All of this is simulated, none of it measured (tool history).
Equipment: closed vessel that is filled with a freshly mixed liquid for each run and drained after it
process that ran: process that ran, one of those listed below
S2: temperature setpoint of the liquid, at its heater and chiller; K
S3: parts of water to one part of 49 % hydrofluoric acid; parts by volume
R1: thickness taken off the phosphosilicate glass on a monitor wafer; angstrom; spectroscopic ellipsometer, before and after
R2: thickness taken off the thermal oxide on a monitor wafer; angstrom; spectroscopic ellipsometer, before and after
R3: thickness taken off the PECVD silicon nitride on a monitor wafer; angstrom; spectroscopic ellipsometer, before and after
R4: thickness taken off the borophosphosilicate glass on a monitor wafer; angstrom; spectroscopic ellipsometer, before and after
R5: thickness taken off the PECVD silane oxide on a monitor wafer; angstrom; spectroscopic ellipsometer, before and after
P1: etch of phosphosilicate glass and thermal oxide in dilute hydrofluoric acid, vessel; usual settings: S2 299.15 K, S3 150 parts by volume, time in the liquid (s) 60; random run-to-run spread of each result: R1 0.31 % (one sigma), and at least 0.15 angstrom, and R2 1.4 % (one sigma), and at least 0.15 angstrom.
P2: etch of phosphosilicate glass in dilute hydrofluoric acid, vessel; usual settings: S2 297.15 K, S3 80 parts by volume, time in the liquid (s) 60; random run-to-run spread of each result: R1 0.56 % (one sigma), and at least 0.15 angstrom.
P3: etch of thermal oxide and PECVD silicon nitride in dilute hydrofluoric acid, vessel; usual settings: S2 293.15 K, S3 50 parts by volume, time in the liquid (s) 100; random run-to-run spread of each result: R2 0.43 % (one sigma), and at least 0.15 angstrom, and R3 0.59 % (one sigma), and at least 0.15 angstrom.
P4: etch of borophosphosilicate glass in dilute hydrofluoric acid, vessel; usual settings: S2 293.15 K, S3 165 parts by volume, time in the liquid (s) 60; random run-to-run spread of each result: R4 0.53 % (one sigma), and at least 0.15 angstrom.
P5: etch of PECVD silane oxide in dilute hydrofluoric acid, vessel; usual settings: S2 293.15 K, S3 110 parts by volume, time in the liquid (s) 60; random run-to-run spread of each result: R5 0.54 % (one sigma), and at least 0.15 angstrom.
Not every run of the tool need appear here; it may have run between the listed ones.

{"run": 1, "hour": 4.4, "process that ran": "P1", "S2": 299.15, "S3": 150, "time in the liquid (s)": 60, "R1": 682.71, "R2": 18.933}
{"run": 2, "hour": 8.3, "process that ran": "P3", "S2": 293.15, "S3": 85, "time in the liquid (s)": 100, "R2": 48.647, "R3": 25.263}
{"run": 3, "hour": 11.6, "process that ran": "P2", "S2": 297.15, "S3": 80, "time in the liquid (s)": 30, "R1": 289.85}
{"run": 4, "hour": 18.3, "process that ran": "P1", "S2": 299.15, "S3": 215, "time in the liquid (s)": 60, "R1": 440.4, "R2": 12.889}
{"run": 5, "hour": 24.1, "process that ran": "P4", "S2": 293.15, "S3": 165, "time in the liquid (s)": 100, "R4": 242.19}
{"run": 6, "hour": 29.6, "process that ran": "P1", "S2": 299.15, "S3": 150, "time in the liquid (s)": 60, "R1": 683.44, "R2": 19.322}
{"run": 7, "hour": 35.7, "process that ran": "P4", "S2": 293.15, "S3": 85, "time in the liquid (s)": 60, "R4": 307.53}
{"run": 8, "hour": 40.4, "process that ran": "P3", "S2": 293.15, "S3": 50, "time in the liquid (s)": 100, "R2": 85.659, "R3": 43.347}
{"run": 9, "hour": 47.2, "process that ran": "P1", "S2": 299.15, "S3": 150, "time in the liquid (s)": 60, "R1": 685.11, "R2": 19.773}
{"run": 10, "hour": 51.9, "process that ran": "P1", "S2": 299.15, "S3": 65, "time in the liquid (s)": 100, "R1": 2938.4, "R2": 82.844}
{"run": 11, "hour": 57.7, "process that ran": "P1", "S2": 304.65, "S3": 150, "time in the liquid (s)": 60, "R1": 831.89, "R2": 24.228}
{"run": 12, "hour": 62.4, "process that ran": "P3", "S2": 299.65, "S3": 50, "time in the liquid (s)": 100, "R2": 111.45, "R3": 67.546}
{"run": 13, "hour": 68.4, "process that ran": "P2", "S2": 297.15, "S3": 80, "time in the liquid (s)": 60, "R1": 582.66}
{"run": 14, "hour": 74.1, "process that ran": "P5", "S2": 293.15, "S3": 175, "time in the liquid (s)": 60, "R5": 71.945}
{"run": 15, "hour": 80.0, "process that ran": "P1", "S2": 299.15, "S3": 150, "time in the liquid (s)": 30, "R1": 342.63, "R2": 9.6554}
{"run": 16, "hour": 83.9, "process that ran": "P5", "S2": 290.15, "S3": 110, "time in the liquid (s)": 60, "R5": 108.31}
{"run": 17, "hour": 89.7, "process that ran": "P1", "S2": 299.15, "S3": 45, "time in the liquid (s)": 60, "R1": 2598.8, "R2": 74.559}
{"hour": 95.3, "done": "hydrofluoric acid flow meter replaced"}
{"run": 18, "hour": 95.4, "process that ran": "P1", "S2": 299.15, "S3": 150, "time in the liquid (s)": 60, "R1": 686.39, "R2": 19.324}
{"run": 19, "hour": 102.2, "process that ran": "P1", "S2": 293.15, "S3": 150, "time in the liquid (s)": 60, "R1": 541.52, "R2": 15.994}
{"run": 20, "hour": 106.3, "process that ran": "P5", "S2": 293.15, "S3": 110, "time in the liquid (s)": 60, "R5": 122.64}
{"run": 21, "hour": 111.9, "process that ran": "P2", "S2": 297.15, "S3": 80, "time in the liquid (s)": 60, "R1": 581.8}
{"run": 22, "hour": 119.0, "process that ran": "P2", "S2": 297.15, "S3": 25, "time in the liquid (s)": 60, "R1": 2002.6}
{"run": 23, "hour": 126.0, "process that ran": "P1", "S2": 299.15, "S3": 150, "time in the liquid (s)": 60, "R1": 685.3, "R2": 19.85}
{"run": 24, "hour": 131.7, "process that ran": "P4", "S2": 293.15, "S3": 165, "time in the liquid (s)": 60, "R4": 145.0}
{"run": 25, "hour": 139.1, "process that ran": "P1", "S2": 307.15, "S3": 260, "time in the liquid (s)": 60, "R1": 456.22, "R2": 12.921}
{"run": 26, "hour": 145.2, "process that ran": "P1", "S2": 299.15, "S3": 150, "time in the liquid (s)": 110, "R1": 1260.0, "R2": 36.48}
{"run": 27, "hour": 151.5, "process that ran": "P3", "S2": 293.15, "S3": 50, "time in the liquid (s)": 100, "R2": 85.455, "R3": 43.208}
{"run": 28, "hour": 158.6, "process that ran": "P1", "S2": 299.15, "S3": 150, "time in the liquid (s)": 60, "R1": 681.37, "R2": 19.228}
{"run": 29, "hour": 163.4, "process that ran": "P5", "S2": 293.15, "S3": 110, "time in the liquid (s)": 30, "R5": 61.598}
{"run": 30, "hour": 167.8, "process that ran": "P5", "S2": 293.15, "S3": 110, "time in the liquid (s)": 60, "R5": 122.7}
{"run": 31, "hour": 175.2, "process that ran": "P2", "S2": 304.65, "S3": 80, "time in the liquid (s)": 60, "R1": 777.69}
{"run": 32, "hour": 182.7, "process that ran": "P4", "S2": 299.15, "S3": 165, "time in the liquid (s)": 60, "R4": 181.97}
{"run": 33, "hour": 188.2, "process that ran": "P3", "S2": 293.15, "S3": 50, "time in the liquid (s)": 185, "R2": 157.87, "R3": 80.136}
{"run": 34, "hour": 195.1, "process that ran": "P1", "S2": 299.15, "S3": 150, "time in the liquid (s)": 60, "R1": 681.99, "R2": 19.522}
{"run": 35, "hour": 200.7, "process that ran": "P1", "S2": 299.15, "S3": 150, "time in the liquid (s)": 60, "R1": 660.27, "R2": 18.804}
{"run": 36, "hour": 205.4, "process that ran": "P1", "S2": 299.15, "S3": 150, "time in the liquid (s)": 60, "R1": 649.6, "R2": 18.846}
{"run": 37, "hour": 209.3, "process that ran": "P1", "S2": 299.15, "S3": 150, "time in the liquid (s)": 60, "R1": 642.2, "R2": 18.212}
{"run": 38, "hour": 215.9, "process that ran": "P1", "S2": 299.15, "S3": 150, "time in the liquid (s)": 60, "R1": 634.31, "R2": 18.368}
{"run": 39, "hour": 221.6, "process that ran": "P1", "S2": 299.15, "S3": 150, "time in the liquid (s)": 60, "R1": 632.28, "R2": 18.488}
{"run": 40, "hour": 227.0, "process that ran": "P1", "S2": 299.15, "S3": 150, "time in the liquid (s)": 60, "R1": 631.56, "R2": 18.238}
{"run": 41, "hour": 230.3, "process that ran": "P1", "S2": 299.15, "S3": 150, "time in the liquid (s)": 60, "R1": 627.79, "R2": 17.511}
{"run": 42, "hour": 236.7, "process that ran": "P1", "S2": 299.15, "S3": 150, "time in the liquid (s)": 60, "R1": 629.52, "R2": 17.254}
{"run": 43, "hour": 240.2, "process that ran": "P1", "S2": 299.15, "S3": 150, "time in the liquid (s)": 60, "R1": 627.77, "R2": 17.508}

Compared with where it was, what P1 gives has crept away. Each cause listed below fits the log as well as the rest, at the size given for it:
A: hydrofluoric acid flow below the setpoint (%) = 6.84
B: liquid colder than its thermometer reads (K) = 2.22
At approximately hour 195.1, the process output began to creep.

Listed below are the offered check runs, one wafer per run, with question marks in place of results. For which of them would the causes give clearly different outcomes?
{"run": "check 1", "hour": 243.7, "process that ran": "P5", "S2": 293.15, "S3": 110, "time in the liquid (s)": 60, "R5": "?"}
{"run": "check 2", "hour": 243.7, "process that ran": "P4", "S2": 293.15, "S3": 165, "time in the liquid (s)": 60, "R4": "?"}
{"run": "check 3", "hour": 243.7, "process that ran": "P3", "S2": 293.15, "S3": 50, "time in the liquid (s)": 100, "R2": "?", "R3": "?"}
{"run": "check 4", "hour": 243.7, "process that ran": "P2", "S2": 297.15, "S3": 80, "time in the liquid (s)": 60, "R1": "?"}

What each check would give under each cause:
check=check_1 result=R5 if_A=113.090 if_B=111.760
check=check_2 result=R4 if_A=133.76 if_B=133.04
check=check_3 result=R2 if_A=79.1090 if_B=77.5510
check=check_3 result=R3 if_A=40.242 if_B=36.903
check=check_4 result=R1 if_A=537.01 if_B=530.65
Per check, the gap between the least separated pair of causes, taken in the result that splits them most: check 1 1.18 %; check 2 0.54 %; check 3 8.66 %; check 4 1.19 %
Of the check runs offered, only check 3 discriminates between the causes; the rest would read about the same regardless of which cause applies.

Check 3 was then run and gave: R2 77.9120 angstrom; R3 37.104 angstrom. Which cause is it?

It was cause B: liquid colder than its thermometer reads (K).

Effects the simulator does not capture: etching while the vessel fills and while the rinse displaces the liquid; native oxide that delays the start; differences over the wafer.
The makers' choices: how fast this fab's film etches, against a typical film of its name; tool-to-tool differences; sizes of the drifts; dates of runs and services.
